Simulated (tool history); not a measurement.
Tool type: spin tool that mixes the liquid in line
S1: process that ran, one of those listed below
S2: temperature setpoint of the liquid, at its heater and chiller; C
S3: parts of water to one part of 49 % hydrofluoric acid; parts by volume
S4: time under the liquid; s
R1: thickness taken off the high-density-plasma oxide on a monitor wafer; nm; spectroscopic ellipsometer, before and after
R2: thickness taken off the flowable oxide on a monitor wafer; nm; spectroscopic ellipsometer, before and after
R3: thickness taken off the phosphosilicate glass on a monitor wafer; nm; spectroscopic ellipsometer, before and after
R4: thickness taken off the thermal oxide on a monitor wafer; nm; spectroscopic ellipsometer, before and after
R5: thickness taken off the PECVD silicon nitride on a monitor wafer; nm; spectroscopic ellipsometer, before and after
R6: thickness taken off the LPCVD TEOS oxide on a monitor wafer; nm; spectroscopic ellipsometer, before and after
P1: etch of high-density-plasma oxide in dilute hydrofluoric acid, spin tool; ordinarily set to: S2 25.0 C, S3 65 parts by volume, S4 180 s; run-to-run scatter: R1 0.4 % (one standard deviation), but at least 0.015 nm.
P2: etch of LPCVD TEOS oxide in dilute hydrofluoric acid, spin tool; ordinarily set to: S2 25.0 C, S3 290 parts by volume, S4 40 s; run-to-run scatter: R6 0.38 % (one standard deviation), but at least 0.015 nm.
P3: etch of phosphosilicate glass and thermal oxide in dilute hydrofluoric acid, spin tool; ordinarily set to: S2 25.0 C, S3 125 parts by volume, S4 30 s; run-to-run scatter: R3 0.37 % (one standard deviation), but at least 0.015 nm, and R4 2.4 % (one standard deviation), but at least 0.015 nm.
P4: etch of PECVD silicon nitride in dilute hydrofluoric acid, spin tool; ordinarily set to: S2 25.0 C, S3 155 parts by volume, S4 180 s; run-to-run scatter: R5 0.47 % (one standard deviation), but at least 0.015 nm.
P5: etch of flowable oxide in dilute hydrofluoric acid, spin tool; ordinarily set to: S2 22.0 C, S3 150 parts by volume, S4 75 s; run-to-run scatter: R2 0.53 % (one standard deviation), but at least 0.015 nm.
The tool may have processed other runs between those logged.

run   hour  S1    S2   S3   S4       R1       R2      R3       R4      R5       R6
  1    9.1  P1  25.0   65  180  15.0360
  2   25.1  P1  25.0   65  180  15.0990
  3   39.4  P5  17.0  150   75            7.4594
  4   49.0  P1  25.0   65  180  15.1000
  5   62.0  P3  25.0  125   15                    24.208  0.57236
  6   69.7  P3  29.5  125   30                    57.031  1.33270
  7   81.1  P1  25.0   65  265  22.2390
  8   89.1  P1  25.0   35  180  29.2920
  9   97.8  P1  32.5   65  300  34.0080
 10  112.1  P4  25.0  155  180                                     4.7176
 11  120.8  P4  21.0  155  180                                     3.6581
 12  131.9  P3  25.0  125   30                    48.112  1.09190
 13  147.1  P2  25.0   50   40                                             48.4870
 14  160.5  P2  25.0  290   40                                              6.3081
 15  171.7  P1  25.0  105  180   8.8877
 16  180.8  P1  25.0   65  180  15.1790
 17  190.9  P5  22.0  250   75            4.9219
 18  199.0  P3  25.0  125   30                    48.112  1.21810
 19  209.3  P1  25.0   65  180  15.1580
 20  219.0  P2  33.0  290   40                                              8.1999
 21  229.6  P2  25.0  290   15                                              2.3561
 22  241.9  P1  25.0   65  180  15.1400
 23  250.9  P1  25.0   65   85   7.1763
 24  262.0  P4  25.0  265  180                                     2.7402
 25  274.1  P5  22.0  150  115           13.7600
 26  285.7  P1  18.5   65  180  11.5750
 27  298.0  P1  25.0  100  295  15.3530
 28  311.9  P5  22.0  150   75            9.0782
 29  320.9  P5  22.0  150   75            9.0596
 30  334.0  P1  25.0   90  255  14.9630
 31  343.8  P3  25.0   80   30                    79.498  1.83650
 32  353.1  P1  30.0   65  180  18.2930
 33  361.2  P4  25.0  155  350                                     9.1934
 34  376.7  P1  25.0   65  180  15.2640

Run 35 has not been measured yet. What should we expect?
 35  389.4  P1  25.0  65  180   ?

R1: 15.5640 nm

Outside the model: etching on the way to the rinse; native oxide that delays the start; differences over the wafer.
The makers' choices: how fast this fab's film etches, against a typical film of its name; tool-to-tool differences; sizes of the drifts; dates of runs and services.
